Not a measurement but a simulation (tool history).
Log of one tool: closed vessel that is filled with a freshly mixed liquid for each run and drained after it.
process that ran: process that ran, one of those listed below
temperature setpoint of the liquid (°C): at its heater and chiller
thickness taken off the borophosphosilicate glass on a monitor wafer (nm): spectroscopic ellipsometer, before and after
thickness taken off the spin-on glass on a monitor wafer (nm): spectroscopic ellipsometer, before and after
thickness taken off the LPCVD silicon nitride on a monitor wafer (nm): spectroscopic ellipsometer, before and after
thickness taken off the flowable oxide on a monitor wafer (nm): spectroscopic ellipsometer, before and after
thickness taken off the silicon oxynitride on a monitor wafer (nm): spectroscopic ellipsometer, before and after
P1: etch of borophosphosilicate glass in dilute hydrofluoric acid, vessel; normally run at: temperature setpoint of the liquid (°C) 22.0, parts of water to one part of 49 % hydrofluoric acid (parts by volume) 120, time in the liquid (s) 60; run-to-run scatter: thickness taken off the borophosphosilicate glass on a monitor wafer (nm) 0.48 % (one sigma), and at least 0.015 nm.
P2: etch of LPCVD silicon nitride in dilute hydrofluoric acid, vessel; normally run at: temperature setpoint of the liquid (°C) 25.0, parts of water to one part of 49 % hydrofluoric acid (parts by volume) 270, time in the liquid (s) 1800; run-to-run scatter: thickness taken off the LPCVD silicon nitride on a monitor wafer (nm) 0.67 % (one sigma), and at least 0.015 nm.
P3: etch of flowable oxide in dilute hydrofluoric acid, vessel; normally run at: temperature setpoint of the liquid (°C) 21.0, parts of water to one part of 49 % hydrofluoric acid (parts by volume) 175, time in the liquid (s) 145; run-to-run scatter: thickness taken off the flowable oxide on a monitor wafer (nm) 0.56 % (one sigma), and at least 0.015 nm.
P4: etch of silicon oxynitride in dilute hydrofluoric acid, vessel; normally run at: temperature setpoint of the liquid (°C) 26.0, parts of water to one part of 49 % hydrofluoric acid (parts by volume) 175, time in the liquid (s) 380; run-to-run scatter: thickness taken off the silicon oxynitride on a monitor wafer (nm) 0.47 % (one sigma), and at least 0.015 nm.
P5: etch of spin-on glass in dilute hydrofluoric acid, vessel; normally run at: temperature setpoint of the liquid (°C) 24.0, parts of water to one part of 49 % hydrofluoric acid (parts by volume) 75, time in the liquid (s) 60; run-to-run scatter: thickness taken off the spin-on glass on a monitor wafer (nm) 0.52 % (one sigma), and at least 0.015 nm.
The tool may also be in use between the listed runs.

| run | day | process that ran | temperature setpoint of the liquid (°C) | parts of water to one part of 49 % hydrofluoric acid (parts by volume) | time in the liquid (s) | hours since the thermometer was replaced | hours since the hydrofluoric acid flow meter was replaced | thickness taken off the borophosphosilicate glass on a monitor wafer (nm) | thickness taken off the spin-on glass on a monitor wafer (nm) | thickness taken off the LPCVD silicon nitride on a monitor wafer (nm) | thickness taken off the flowable oxide on a monitor wafer (nm) | thickness taken off the silicon oxynitride on a monitor wafer (nm) |
|---|---|---|---|---|---|---|---|---|---|---|---|---|
| 1 | 0.254 | P1 | 22.0 | 120 | 60 | 302.0 | 837.8 | 38.661 |  |  |  |  |
| 2 | 0.658 | P5 | 24.0 | 125 | 60 | 311.7 | 847.5 |  | 13.420 |  |  |  |
| 3 | 1.104 | P2 | 25.0 | 65 | 1800 | 322.4 | 858.2 |  |  | 14.2460 |  |  |
| 4 | 1.600 | P2 | 25.0 | 270 | 960 | 334.3 | 870.1 |  |  | 1.8338 |  |  |
| 5 | 2.150 | P5 | 24.0 | 75 | 60 | 347.5 | 883.3 |  | 23.734 |  |  |  |
| 6 | 2.629 | P1 | 22.0 | 120 | 90 | 359.0 | 894.8 | 58.090 |  |  |  |  |
| 7 | 2.929 | P3 | 21.0 | 175 | 60 | 366.2 | 902.0 |  |  |  | 13.154 |  |
| 8 | 3.217 | P1 | 22.0 | 120 | 60 | 373.1 | 908.9 | 38.529 |  |  |  |  |
| 9 | 3.554 | P2 | 25.0 | 270 | 1800 | 381.2 | 917.0 |  |  | 3.4671 |  |  |
| 10 | 3.821 | P1 | 22.0 | 120 | 30 | 387.6 | 923.4 | 19.171 |  |  |  |  |
| 11 | 4.179 | P2 | 29.5 | 270 | 1800 | 396.2 | 932.0 |  |  | 4.5554 |  |  |
| 12 | 4.479 | P4 | 26.0 | 30 | 380 | 403.4 | 939.2 |  |  |  |  | 36.5670 |
| 13 | 4.958 | P1 | 22.0 | 120 | 60 | 414.9 | 950.7 | 38.738 |  |  |  |  |
| 14 | 5.267 | P1 | 22.0 | 120 | 60 | 422.3 | 958.1 | 38.240 |  |  |  |  |
| 15 | 5.829 | P1 | 22.0 | 120 | 60 | 435.8 | 971.6 | 38.454 |  |  |  |  |
| 16 | 6.179 | P1 | 22.0 | 55 | 60 | 444.2 | 980.0 | 91.496 |  |  |  |  |
| 17 | 6.446 | P3 | 21.0 | 175 | 145 | 450.6 | 986.4 |  |  |  | 31.858 |  |
| 18 | 6.846 | P3 | 17.0 | 175 | 145 | 460.2 | 996.0 |  |  |  | 27.285 |  |
| 19 | 7.288 | P5 | 24.0 | 75 | 30 | 470.8 | 1006.6 |  | 11.806 |  |  |  |
| 20 | 7.654 | P5 | 17.0 | 75 | 60 | 479.6 | 1015.4 |  | 17.779 |  |  |  |
| 21 | 8.046 | P5 | 24.0 | 75 | 60 | 489.0 | 1024.8 |  | 23.718 |  |  |  |
| 22 | 8.458 | P1 | 30.5 | 120 | 60 | 498.9 | 1034.7 | 53.537 |  |  |  |  |
| 23 | 8.854 | P1 | 17.5 | 120 | 60 | 508.4 | 1044.2 | 32.038 |  |  |  |  |
| 24 | 9.342 | P2 | 25.0 | 270 | 1800 | 520.1 | 1055.9 |  |  | 3.4963 |  |  |
| 25 | 9.783 | P3 | 21.0 | 260 | 145 | 530.7 | 1066.5 |  |  |  | 19.738 |  |
| 26 | 10.108 | P1 | 17.0 | 65 | 60 | 538.5 | 1074.3 | 61.210 |  |  |  |  |
| 27 | 10.458 | P4 | 26.0 | 175 | 680 | 546.9 | 1082.7 |  |  |  |  | 9.9610 |
| 28 | 10.996 | P4 | 26.0 | 175 | 380 | 559.8 | 1095.6 |  |  |  |  | 5.5319 |
| 29 | 11.383 | P4 | 19.5 | 175 | 380 | 569.1 | 1104.9 |  |  |  |  | 4.1453 |
| 30 | 11.917 | P1 | 22.0 | 205 | 60 | 581.9 | 1117.7 | 20.437 |  |  |  |  |
| 31 | 12.233 | P1 | 22.0 | 120 | 60 | 589.5 | 1125.3 | 38.864 |  |  |  |  |
| 32 | 12.750 | P1 | 22.0 | 120 | 60 | 601.9 | 1137.7 | 37.142 |  |  |  |  |
| 33 | 13.083 | P1 | 22.0 | 120 | 60 | 609.9 | 1145.7 | 36.315 |  |  |  |  |
| 34 | 13.562 | P1 | 22.0 | 120 | 60 | 621.4 | 1157.2 | 36.055 |  |  |  |  |
| 35 | 14.079 | P1 | 22.0 | 120 | 60 | 633.8 | 1169.6 | 35.768 |  |  |  |  |
| 36 | 14.346 | P1 | 22.0 | 120 | 60 | 640.2 | 1176.0 | 36.038 |  |  |  |  |
| 37 | 14.825 | P1 | 22.0 | 120 | 60 | 651.7 | 1187.5 | 35.915 |  |  |  |  |
| 38 | 15.138 | P1 | 22.0 | 120 | 60 | 659.2 | 1195.0 | 35.691 |  |  |  |  |

What P1 gives has crept away from where it was. These 2 causes fit the log equally well, each at the size given:
A: liquid colder than its thermometer reads (K) = 1.95
B: hydrofluoric acid flow below the setpoint (%) = 6.62
The creep began at about day 12.233.

4 check runs are offered, each on 2 wafers whose results are averaged, their results left as question marks. Which one tells the causes apart?
| check 1 | 15.450 | P2 | 25.0 | 270 | 1800 |  |  |  |  | ? |  |  |
| check 2 | 15.450 | P3 | 21.0 | 175 | 145 |  |  |  |  |  | ? |  |
| check 3 | 15.450 | P4 | 26.0 | 175 | 380 |  |  |  |  |  |  | ? |
| check 4 | 15.450 | P5 | 24.0 | 75 | 60 |  |  |  | ? |  |  |  |

What each check would give under each cause:
| check | result | if A | if B |
|---|---|---|---|
| check 1 | thickness taken off the LPCVD silicon nitride on a monitor wafer (nm) | 3.0823 | 3.2466 |
| check 2 | thickness taken off the flowable oxide on a monitor wafer (nm) | 29.495 | 29.352 |
| check 3 | thickness taken off the silicon oxynitride on a monitor wafer (nm) | 5.0799 | 5.1241 |
| check 4 | thickness taken off the spin-on glass on a monitor wafer (nm) | 21.933 | 22.022 |
How far apart the two closest causes lie, in the result that separates them most: check 1 5.19 %; check 2 0.48 %; check 3 0.87 %; check 4 0.41 %
Check 1 tells the causes apart: in the others they would give nearly the same result.

Check 1 was then run and gave: thickness taken off the LPCVD silicon nitride on a monitor wafer (nm) 3.2370. Which cause is it?

It is B: hydrofluoric acid flow below the setpoint (%).

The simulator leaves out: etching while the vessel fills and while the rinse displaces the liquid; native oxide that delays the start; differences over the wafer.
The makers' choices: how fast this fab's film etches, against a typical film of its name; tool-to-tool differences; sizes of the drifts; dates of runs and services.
